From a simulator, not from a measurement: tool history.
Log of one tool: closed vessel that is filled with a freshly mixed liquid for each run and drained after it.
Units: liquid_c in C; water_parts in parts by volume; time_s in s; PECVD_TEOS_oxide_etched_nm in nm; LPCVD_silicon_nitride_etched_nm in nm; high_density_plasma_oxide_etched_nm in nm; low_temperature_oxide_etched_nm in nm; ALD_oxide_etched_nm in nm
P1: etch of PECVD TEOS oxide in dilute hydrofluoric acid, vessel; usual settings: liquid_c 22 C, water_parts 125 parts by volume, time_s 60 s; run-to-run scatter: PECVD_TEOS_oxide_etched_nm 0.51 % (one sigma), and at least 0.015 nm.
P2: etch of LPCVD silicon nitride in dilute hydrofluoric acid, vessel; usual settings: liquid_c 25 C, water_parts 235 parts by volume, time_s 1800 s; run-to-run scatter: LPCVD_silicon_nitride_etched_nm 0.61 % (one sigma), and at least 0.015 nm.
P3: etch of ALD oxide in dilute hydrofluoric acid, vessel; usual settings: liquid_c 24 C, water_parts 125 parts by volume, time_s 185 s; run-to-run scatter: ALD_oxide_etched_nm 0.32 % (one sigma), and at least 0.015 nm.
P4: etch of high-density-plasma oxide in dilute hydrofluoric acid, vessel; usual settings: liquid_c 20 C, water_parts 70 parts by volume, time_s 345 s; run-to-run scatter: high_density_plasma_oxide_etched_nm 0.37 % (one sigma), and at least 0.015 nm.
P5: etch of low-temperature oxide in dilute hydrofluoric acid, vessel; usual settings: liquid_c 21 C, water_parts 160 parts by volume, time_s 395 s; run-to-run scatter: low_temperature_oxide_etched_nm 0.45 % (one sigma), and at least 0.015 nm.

run   hour  process  liquid_c  water_parts  time_s  hours since the thermometer was replaced  hours since the hydrofluoric acid flow meter was replaced  PECVD_TEOS_oxide_etched_nm  LPCVD_silicon_nitride_etched_nm  high_density_plasma_oxide_etched_nm  low_temperature_oxide_etched_nm  ALD_oxide_etched_nm
  1    3.1       P1        22          125      60                                      78.1                                                      966.4                      8.4322
  2      9       P2        25           95    1800                                        84                                                      972.3                                                       10.958
  3   12.1       P1      17.5          125      30                                      87.1                                                      975.4                      3.5243
  4   17.3       P4        17           70     345                                      92.3                                                      980.6                                                                                            26.425
  5   23.1       P4        20           95     345                                      98.1                                                      986.4                                                                                            21.419
  6   28.4       P5        21          160      30                                     103.4                                                      991.7                                                                                                                             2.9629
  7   35.4       P2        25          235    1800                                     110.4                                                      998.7                                                       4.4198
  8   39.3       P2        25          235    1800                                     114.3                                                     1002.6                                                       4.4595
  9   42.9       P3        24          125     185                                     117.9                                                     1006.2                                                                                                                                                  21.042
 10   49.1       P1        22          125      60                                     124.1                                                     1012.4                      8.4292
 11   54.9       P3        24           40     185                                     129.9                                                     1018.2                                                                                                                                                   73.77
 12   60.8       P1        22          125      60                                     135.8                                                     1024.1                      8.5159
 13   65.8       P2        31          235    1800                                     140.8                                                     1029.1                                                       6.4266
 14   69.6       P1      17.5          125      60                                     144.6                                                     1032.9                      7.0509
 15   75.4       P1        22          210      60                                     150.4                                                     1038.7                      4.6135
 16   80.8       P2        25          235    3610                                     155.8                                                     1044.1                                                       8.9197
 17     84       P1        27          125      60                                       159                                                     1047.3                      10.361
 18     88       P1        22          125      30                                       163                                                     1051.3                      4.2256
 19   91.1       P4        20           70     345                                     166.1                                                     1054.4                                                                                            29.948
 20   95.9       P3        24          125     325                                     170.9                                                     1059.2                                                                                                                                                  37.029
 21  100.8       P5        21          160     395                                     175.8                                                     1064.1                                                                                                                             39.087
 22  105.8       P1        22          125      60                                     180.8                                                     1069.1                      8.4347
 23  109.3       P1        22          125     100                                     184.3                                                     1072.6                      14.137
 24  115.4       P5        25          160     395                                     190.4                                                     1078.7                                                                                                                              45.44
 25  119.6       P1        22          125      60                                     194.6                                                     1082.9                      8.4317

The next listed run, before its measurement:
 26  123.1       P1        22           70      60                                     198.1                                                     1086.4                           ?

Run 26 gave PECVD_TEOS_oxide_etched_nm 16.155 nm.
